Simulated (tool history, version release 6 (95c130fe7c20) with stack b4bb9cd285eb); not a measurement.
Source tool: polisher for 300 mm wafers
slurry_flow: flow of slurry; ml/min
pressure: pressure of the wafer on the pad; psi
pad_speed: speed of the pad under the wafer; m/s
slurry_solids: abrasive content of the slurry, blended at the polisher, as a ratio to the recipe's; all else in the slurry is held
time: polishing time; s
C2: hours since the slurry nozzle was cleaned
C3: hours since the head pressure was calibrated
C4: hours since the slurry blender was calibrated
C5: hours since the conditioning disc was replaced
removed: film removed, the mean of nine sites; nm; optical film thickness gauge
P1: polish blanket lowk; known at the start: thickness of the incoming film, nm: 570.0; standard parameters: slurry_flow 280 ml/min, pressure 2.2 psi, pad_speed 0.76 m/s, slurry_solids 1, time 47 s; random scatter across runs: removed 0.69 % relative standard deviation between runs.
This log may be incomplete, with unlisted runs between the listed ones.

{"run": 1, "hour": 3.4, "slurry_flow": 280, "pressure": 2.2, "pad_speed": 0.76, "slurry_solids": 1, "time": 47, "wafers polished on this pad": 476, "C2": 222.7, "C3": 672.6, "C4": 99.6, "C5": 35.7, "removed": 19.493}
{"run": 2, "hour": 7.0, "slurry_flow": 420, "pressure": 2.2, "pad_speed": 0.76, "slurry_solids": 1, "time": 30, "wafers polished on this pad": 516, "C2": 226.3, "C3": 676.2, "C4": 103.2, "C5": 39.3, "removed": 13.017}
{"run": 3, "hour": 11.3, "slurry_flow": 280, "pressure": 2.2, "pad_speed": 0.76, "slurry_solids": 1, "time": 26, "wafers polished on this pad": 564, "C2": 230.6, "C3": 680.5, "C4": 107.5, "C5": 43.6, "removed": 10.818}
{"run": 4, "hour": 14.1, "slurry_flow": 280, "pressure": 2.2, "pad_speed": 0.76, "slurry_solids": 1.4, "time": 47, "wafers polished on this pad": 595, "C2": 233.4, "C3": 683.3, "C4": 110.3, "C5": 46.4, "removed": 22.423}
{"hour": 15.6, "done": "slurry blender recalibrated"}
{"run": 5, "hour": 17.2, "slurry_flow": 280, "pressure": 2.2, "pad_speed": 1.18, "slurry_solids": 1, "time": 47, "wafers polished on this pad": 630, "C2": 236.5, "C3": 686.4, "C4": 1.6, "C5": 49.5, "removed": 28.205}
{"run": 6, "hour": 19.7, "slurry_flow": 280, "pressure": 1, "pad_speed": 0.76, "slurry_solids": 1, "time": 47, "wafers polished on this pad": 658, "C2": 239, "C3": 688.9, "C4": 4.1, "C5": 52, "removed": 8.9526}
{"run": 7, "hour": 22.9, "slurry_flow": 280, "pressure": 2.2, "pad_speed": 0.46, "slurry_solids": 1, "time": 47, "wafers polished on this pad": 693, "C2": 242.2, "C3": 692.1, "C4": 7.3, "C5": 55.2, "removed": 13.299}
{"hour": 25.4, "done": "head pressure recalibrated"}
{"run": 8, "hour": 25.5, "slurry_flow": 435, "pressure": 2.2, "pad_speed": 0.76, "slurry_solids": 1, "time": 47, "wafers polished on this pad": 722, "C2": 244.8, "C3": 0.2, "C4": 9.9, "C5": 57.8, "removed": 20.194}
{"run": 9, "hour": 28.1, "slurry_flow": 170, "pressure": 2.2, "pad_speed": 0.76, "slurry_solids": 0.6, "time": 47, "wafers polished on this pad": 751, "C2": 247.4, "C3": 2.8, "C4": 12.5, "C5": 60.4, "removed": 14.293}
{"run": 10, "hour": 31.9, "slurry_flow": 280, "pressure": 2.2, "pad_speed": 0.76, "slurry_solids": 0.6, "time": 47, "wafers polished on this pad": 794, "C2": 251.2, "C3": 6.6, "C4": 16.3, "C5": 64.2, "removed": 15.054}
{"run": 11, "hour": 35.9, "slurry_flow": 280, "pressure": 2.2, "pad_speed": 0.76, "slurry_solids": 0.6, "time": 34, "wafers polished on this pad": 838, "C2": 255.2, "C3": 10.6, "C4": 20.3, "C5": 68.2, "removed": 10.817}
{"run": 12, "hour": 38.0, "slurry_flow": 280, "pressure": 2.2, "pad_speed": 0.76, "slurry_solids": 1, "time": 47, "wafers polished on this pad": 862, "C2": 257.3, "C3": 12.7, "C4": 22.4, "C5": 70.3, "removed": 19.612}
{"run": 13, "hour": 40.6, "slurry_flow": 280, "pressure": 2.2, "pad_speed": 0.76, "slurry_solids": 1, "time": 47, "wafers polished on this pad": 891, "C2": 259.9, "C3": 15.3, "C4": 25, "C5": 72.9, "removed": 19.766}
{"run": 14, "hour": 43.5, "slurry_flow": 280, "pressure": 3, "pad_speed": 0.76, "slurry_solids": 1, "time": 47, "wafers polished on this pad": 923, "C2": 262.8, "C3": 18.2, "C4": 27.9, "C5": 75.8, "removed": 26.743}
{"run": 15, "hour": 45.6, "slurry_flow": 280, "pressure": 2.2, "pad_speed": 0.76, "slurry_solids": 1, "time": 69, "wafers polished on this pad": 947, "C2": 264.9, "C3": 20.3, "C4": 30, "C5": 77.9, "removed": 28.94}
{"run": 16, "hour": 48.7, "slurry_flow": 280, "pressure": 2.2, "pad_speed": 0.76, "slurry_solids": 1, "time": 47, "wafers polished on this pad": 981, "C2": 268, "C3": 23.4, "C4": 33.1, "C5": 81, "removed": 19.809}
{"run": 17, "hour": 51.1, "slurry_flow": 190, "pressure": 2.2, "pad_speed": 0.76, "slurry_solids": 1, "time": 47, "wafers polished on this pad": 1008, "C2": 270.4, "C3": 25.8, "C4": 35.5, "C5": 83.4, "removed": 18.805}
{"run": 18, "hour": 53.4, "slurry_flow": 280, "pressure": 2.2, "pad_speed": 0.76, "slurry_solids": 1, "time": 47, "wafers polished on this pad": 1034, "C2": 272.7, "C3": 28.1, "C4": 37.8, "C5": 85.7, "removed": 19.787}
{"run": 19, "hour": 57.2, "slurry_flow": 280, "pressure": 2.2, "pad_speed": 0.76, "slurry_solids": 1, "time": 47, "wafers polished on this pad": 1076, "C2": 276.5, "C3": 31.9, "C4": 41.6, "C5": 89.5, "removed": 19.421}
{"run": 20, "hour": 61.1, "slurry_flow": 280, "pressure": 2.2, "pad_speed": 0.76, "slurry_solids": 1, "time": 47, "wafers polished on this pad": 1120, "C2": 280.4, "C3": 35.8, "C4": 45.5, "C5": 93.4, "removed": 19.528}
{"run": 21, "hour": 64.5, "slurry_flow": 280, "pressure": 2.2, "pad_speed": 0.76, "slurry_solids": 1, "time": 47, "wafers polished on this pad": 1158, "C2": 283.8, "C3": 39.2, "C4": 48.9, "C5": 96.8, "removed": 19.871}
{"run": 22, "hour": 67.5, "slurry_flow": 280, "pressure": 2.2, "pad_speed": 0.76, "slurry_solids": 1, "time": 47, "wafers polished on this pad": 1191, "C2": 286.8, "C3": 42.2, "C4": 51.9, "C5": 99.8, "removed": 18.909}
{"run": 23, "hour": 71.6, "slurry_flow": 280, "pressure": 2.2, "pad_speed": 0.76, "slurry_solids": 1, "time": 47, "wafers polished on this pad": 1237, "C2": 290.9, "C3": 46.3, "C4": 56, "C5": 103.9, "removed": 18.281}

What does the tool deliver on the next run?
{"run": 24, "hour": 74.5, "slurry_flow": 280, "pressure": 2.2, "pad_speed": 0.76, "slurry_solids": 1, "time": 47, "wafers polished on this pad": 1269, "C2": 293.8, "C3": 49.2, "C4": 58.9, "C5": 106.8, "removed": "?"}

{"run 24": {"removed": 18.161}}
